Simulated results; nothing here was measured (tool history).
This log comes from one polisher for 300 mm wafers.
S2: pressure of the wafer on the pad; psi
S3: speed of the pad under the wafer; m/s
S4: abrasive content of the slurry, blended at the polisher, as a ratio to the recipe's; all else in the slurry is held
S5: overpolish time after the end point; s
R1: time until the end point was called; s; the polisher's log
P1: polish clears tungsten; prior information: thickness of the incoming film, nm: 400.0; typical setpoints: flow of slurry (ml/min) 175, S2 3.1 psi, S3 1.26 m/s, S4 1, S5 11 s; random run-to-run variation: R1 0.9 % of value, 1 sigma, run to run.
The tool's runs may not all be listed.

run 1 hour=11.2 | flow_of_slurry_(ml/min)=175 S2=3.1 S3=1.26 S4=1 S5=11 | R1=89.132
run 2 hour=22.4 | flow_of_slurry_(ml/min)=175 S2=1.4 S3=1.26 S4=1 S5=11 | R1=197.34
-- hour=23.8 slurry blender recalibrated
run 3 hour=30.1 | flow_of_slurry_(ml/min)=175 S2=3.1 S3=1.26 S4=1 S5=22 | R1=90.355
run 4 hour=37.7 | flow_of_slurry_(ml/min)=175 S2=3.1 S3=0.72 S4=1 S5=11 | R1=156.51
run 5 hour=46.5 | flow_of_slurry_(ml/min)=105 S2=3.1 S3=1.26 S4=1 S5=11 | R1=98.464
run 6 hour=52.1 | flow_of_slurry_(ml/min)=175 S2=3.1 S3=1.26 S4=1 S5=11 | R1=89.488
run 7 hour=64 | flow_of_slurry_(ml/min)=175 S2=3.1 S3=1.26 S4=1 S5=11 | R1=90.867
run 8 hour=75.1 | flow_of_slurry_(ml/min)=175 S2=3.1 S3=1.86 S4=1 S5=11 | R1=60.737
run 9 hour=80.3 | flow_of_slurry_(ml/min)=175 S2=3.1 S3=1.26 S4=1 S5=3 | R1=89.223
run 10 hour=92.1 | flow_of_slurry_(ml/min)=175 S2=3.1 S3=1.26 S4=1.2 S5=11 | R1=87.434
run 11 hour=99.8 | flow_of_slurry_(ml/min)=175 S2=3.1 S3=1.26 S4=1 S5=11 | R1=89.126
run 12 hour=108.8 | flow_of_slurry_(ml/min)=265 S2=3.1 S3=1.26 S4=1 S5=11 | R1=85.659
run 13 hour=114.5 | flow_of_slurry_(ml/min)=175 S2=3.9 S3=1.26 S4=1 S5=3 | R1=71.259
run 14 hour=125.6 | flow_of_slurry_(ml/min)=175 S2=4.2 S3=1.26 S4=1 S5=11 | R1=66.046
run 15 hour=135.1 | flow_of_slurry_(ml/min)=175 S2=3.1 S3=1.26 S4=1 S5=11 | R1=89.408
run 16 hour=146.4 | flow_of_slurry_(ml/min)=175 S2=3.1 S3=1.26 S4=0.55 S5=11 | R1=102.08
run 17 hour=155.7 | flow_of_slurry_(ml/min)=175 S2=3.1 S3=1.26 S4=1 S5=11 | R1=91.125
run 18 hour=163.9 | flow_of_slurry_(ml/min)=175 S2=3.1 S3=1.26 S4=1 S5=11 | R1=89.585
run 19 hour=173.5 | flow_of_slurry_(ml/min)=175 S2=3.1 S3=1.26 S4=1 S5=11 | R1=92.968
run 20 hour=182.2 | flow_of_slurry_(ml/min)=175 S2=3.1 S3=1.26 S4=1 S5=11 | R1=94.335
-- hour=187.6 head pressure recalibrated
run 21 hour=193.9 | flow_of_slurry_(ml/min)=175 S2=3.1 S3=1.26 S4=1 S5=11 | R1=96.974
-- hour=195.2 worn pad replaced by a new one
run 22 hour=203.6 | flow_of_slurry_(ml/min)=175 S2=3.1 S3=1.26 S4=1 S5=11 | R1=96.78
-- hour=209.7 slurry blender recalibrated
run 23 hour=211.7 | flow_of_slurry_(ml/min)=175 S2=3.1 S3=1.26 S4=1 S5=11 | R1=95.591
run 24 hour=223.4 | flow_of_slurry_(ml/min)=175 S2=3.1 S3=1.26 S4=1 S5=11 | R1=97.411

Estimate the outcome of run 25 from the log above:
run 25 hour=229.5 | flow_of_slurry_(ml/min)=175 S2=3.1 S3=1.26 S4=1 S5=11 | R1=?

Run 25 produced R1 96.544 s.
